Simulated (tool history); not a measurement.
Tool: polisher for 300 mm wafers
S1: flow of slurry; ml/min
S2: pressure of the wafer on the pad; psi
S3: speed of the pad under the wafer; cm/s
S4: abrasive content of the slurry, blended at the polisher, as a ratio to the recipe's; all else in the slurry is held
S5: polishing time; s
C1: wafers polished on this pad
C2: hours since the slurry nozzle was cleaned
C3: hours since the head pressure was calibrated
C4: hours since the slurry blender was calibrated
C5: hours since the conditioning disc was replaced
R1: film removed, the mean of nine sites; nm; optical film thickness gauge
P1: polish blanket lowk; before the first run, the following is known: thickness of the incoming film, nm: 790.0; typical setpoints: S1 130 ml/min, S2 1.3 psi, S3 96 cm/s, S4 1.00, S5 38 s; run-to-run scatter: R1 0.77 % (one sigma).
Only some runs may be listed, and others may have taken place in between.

run	hour	S1	S2	S3	S4	S5	C1	C2	C3	C4	C5	R1
1	9.5	130	1.3	96	1.00	38	1208	96.8	302.7	107.4	56.3	12.4450
2	15.8	130	1.3	96	1.00	38	1292	103.1	309.0	113.7	62.6	12.6620
3	24.5	130	1.3	96	1.00	38	1407	111.8	317.7	122.4	71.3	12.5000
4	33.6	130	1.3	148	1.00	38	1529	120.9	326.8	131.5	80.4	17.7280
5	40.3	130	1.3	96	1.00	38	1618	127.6	333.5	138.2	87.1	12.5240
6	47.7	200	1.3	96	1.00	38	1716	135.0	340.9	145.6	94.5	13.5580
7	54.3	130	1.3	96	1.00	24	1804	141.6	347.5	152.2	101.1	7.8142
8	64.0	130	1.3	96	0.55	38	1933	151.3	357.2	161.9	110.8	9.1253
9	73.6	130	1.3	44	1.00	38	2061	160.9	366.8	171.5	120.4	6.8034
10	81.2	80	1.3	96	1.00	25	2162	168.5	374.4	179.1	128.0	7.2809
11	85.7	130	1.3	96	1.00	38	2222	173.0	378.9	183.6	132.5	12.5840
12	91.9	130	1.3	96	1.00	58	2305	179.2	385.1	189.8	138.7	19.2770
13	97.4	80	1.3	96	1.00	38	2378	184.7	390.6	195.3	144.2	11.0760
14	102.0	130	1.3	96	1.00	38	2439	189.3	395.2	199.9	148.8	12.4770
15	109.6	130	2.0	96	1.00	38	2540	196.9	402.8	207.5	156.4	19.2650
16	115.7	130	1.3	96	1.00	38	2622	203.0	408.9	213.6	162.5	12.4440
17	120.9	130	0.7	96	1.00	38	2691	208.2	414.1	218.8	167.7	6.6860
18	128.6	130	1.3	96	1.35	38	2793	215.9	421.8	226.5	175.4	14.2170
19	134.6	130	1.3	96	1.00	38	2873	221.9	427.8	232.5	181.4	12.4560
20	142.6	130	1.3	96	1.00	38	2980	229.9	435.8	240.5	189.4	11.9390
21	148.1	130	1.3	96	1.00	38	3053	235.4	441.3	246.0	194.9	12.0550
22	156.5	130	1.3	96	1.00	38	3165	243.8	449.7	254.4	203.3	11.8300
23	161.3	130	1.3	96	1.00	38	3229	248.6	454.5	259.2	208.1	11.6100
# hour 163.1: conditioning disc replaced and pad reconditioned
# hour 165.5: head pressure recalibrated
24	168.0	130	1.3	96	1.00	38	3318	255.3	2.6	265.9	4.9	11.4700
25	173.6	130	1.3	96	1.00	38	3393	260.9	8.2	271.5	10.5	11.5680
# hour 175.0: slurry nozzle cleaned
26	181.3	130	1.3	96	1.00	38	3495	6.4	15.9	279.2	18.2	11.3960
27	190.3	130	1.3	96	1.00	38	3615	15.4	24.9	288.2	27.2	11.2760
28	196.6	130	1.3	96	1.00	38	3699	21.7	31.2	294.5	33.5	11.2490
29	206.6	130	1.3	96	1.00	38	3832	31.7	41.2	304.5	43.5	11.3940

P1 no longer gives what it gave before; its output has crept away from where it was. The following 2 causes, each at its listed size, fit the log equally well:
A: removal rate lost through wear of the pad, % = 9.49
B: abrasive missing from the slurry, % = 18.7
Onset of the creep was near hour 134.6.
Excluded causes, each with its reason:
slurry flow missing at the pad, %: serviced at hour 175.0, after the drift had started, without restoring the earlier output
head's pressure below its setpoint, %: serviced at hour 165.5, after the drift had started, without restoring the earlier output
time polished since the conditioner stopped cutting, s: serviced at hour 163.1, after the drift had started, without restoring the earlier output

The 4 check runs listed below each average the results of 5 wafers, and their outcomes are marked with question marks. Under which run would the listed causes produce clearly different results?
check 1	216.6	130	1.3	96	0.60	54						?
check 2	216.6	190	1.3	142	1.00	38						?
check 3	216.6	130	1.3	44	1.00	51						?
check 4	216.6	185	1.3	144	1.00	38						?

Check results expected under each cause:
check	result	if A	if B
check 1	R1	12.3650	12.0500
check 2	R1	16.5220	16.5270
check 3	R1	8.1520	8.1542
check 4	R1	16.6460	16.6500
Per check, the gap between the least separated pair of causes, taken in the result that splits them most: check 1 2.58 %; check 2 0.03 %; check 3 0.03 %; check 4 0.03 %
Check 1 distinguishes between the causes, while the remaining checks would return nearly the same result for all of them.

Then check 1 was run and gave: R1 12.0190 nm. Which cause is it?

The correct cause is B, namely: abrasive missing from the slurry, %.
